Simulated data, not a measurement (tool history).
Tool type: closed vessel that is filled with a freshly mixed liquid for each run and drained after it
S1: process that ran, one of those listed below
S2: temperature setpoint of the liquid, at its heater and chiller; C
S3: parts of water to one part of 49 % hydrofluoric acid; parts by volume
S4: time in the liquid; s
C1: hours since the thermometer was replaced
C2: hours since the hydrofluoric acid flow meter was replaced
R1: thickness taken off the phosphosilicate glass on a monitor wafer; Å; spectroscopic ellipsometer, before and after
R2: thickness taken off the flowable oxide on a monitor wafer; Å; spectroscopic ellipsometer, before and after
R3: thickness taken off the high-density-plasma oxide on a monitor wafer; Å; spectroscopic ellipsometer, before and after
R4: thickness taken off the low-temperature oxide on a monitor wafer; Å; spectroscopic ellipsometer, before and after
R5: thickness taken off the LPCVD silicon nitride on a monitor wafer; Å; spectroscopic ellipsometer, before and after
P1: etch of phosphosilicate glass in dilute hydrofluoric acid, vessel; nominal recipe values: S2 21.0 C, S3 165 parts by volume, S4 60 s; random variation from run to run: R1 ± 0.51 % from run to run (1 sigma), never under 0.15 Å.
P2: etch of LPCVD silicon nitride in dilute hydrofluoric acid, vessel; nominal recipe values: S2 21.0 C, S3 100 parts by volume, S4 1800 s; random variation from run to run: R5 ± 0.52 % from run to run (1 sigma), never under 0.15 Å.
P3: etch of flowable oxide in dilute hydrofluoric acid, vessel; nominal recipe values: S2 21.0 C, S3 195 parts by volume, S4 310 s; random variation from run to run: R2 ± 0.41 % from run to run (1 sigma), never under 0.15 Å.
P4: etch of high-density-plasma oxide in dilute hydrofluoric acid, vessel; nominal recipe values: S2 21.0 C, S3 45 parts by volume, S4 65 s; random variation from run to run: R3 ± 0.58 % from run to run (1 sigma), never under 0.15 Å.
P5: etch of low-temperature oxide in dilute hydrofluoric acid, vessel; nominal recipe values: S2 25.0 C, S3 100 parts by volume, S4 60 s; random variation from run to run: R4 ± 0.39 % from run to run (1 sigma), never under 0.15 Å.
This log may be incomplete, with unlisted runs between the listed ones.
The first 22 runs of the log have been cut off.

run	hour	S1	S2	S3	S4	C1	C2	R1	R2	R3	R4	R5
23	269.5	P1	21.0	165	60	1796.7	488.7	182.970				
24	281.4	P2	21.0	50	1800	1808.6	500.6					163.0500
25	294.4	P5	25.0	30	60	1821.6	513.6				353.950	
26	307.7	P2	21.0	100	1800	1834.9	526.9					82.5130
27	323.3	P1	21.0	165	60	1850.5	542.5	184.360				
28	331.8	P4	21.0	45	30	1859.0	551.0			34.723		
29	346.5	P1	21.0	165	30	1873.7	565.7	92.207				
30	361.9	P1	17.0	115	60	1889.1	581.1	233.580				
31	377.0	P3	17.0	195	310	1904.2	596.2		374.60			
32	384.3	P4	21.0	80	65	1911.5	603.5			40.065		
33	392.3	P1	21.0	165	105	1919.5	611.5	318.340				
34	407.0	P1	21.0	165	60	1934.2	626.2	183.080				
35	419.8	P1	21.0	165	60	1947.0	639.0	175.110				
36	429.9	P1	21.0	165	60	1957.1	649.1	172.750				
37	442.5	P1	21.0	165	60	1969.7	661.7	168.640				
38	457.5	P1	21.0	165	60	1984.7	676.7	168.420				
39	465.7	P1	21.0	165	60	1992.9	684.9	168.160				
40	477.8	P1	21.0	165	60	2005.0	697.0	166.560				

What does the tool deliver on the next run?
41	493.6	P1	21.0	165	60	2020.8	712.8	?				

{"run 41": {"R1": 167.08}}

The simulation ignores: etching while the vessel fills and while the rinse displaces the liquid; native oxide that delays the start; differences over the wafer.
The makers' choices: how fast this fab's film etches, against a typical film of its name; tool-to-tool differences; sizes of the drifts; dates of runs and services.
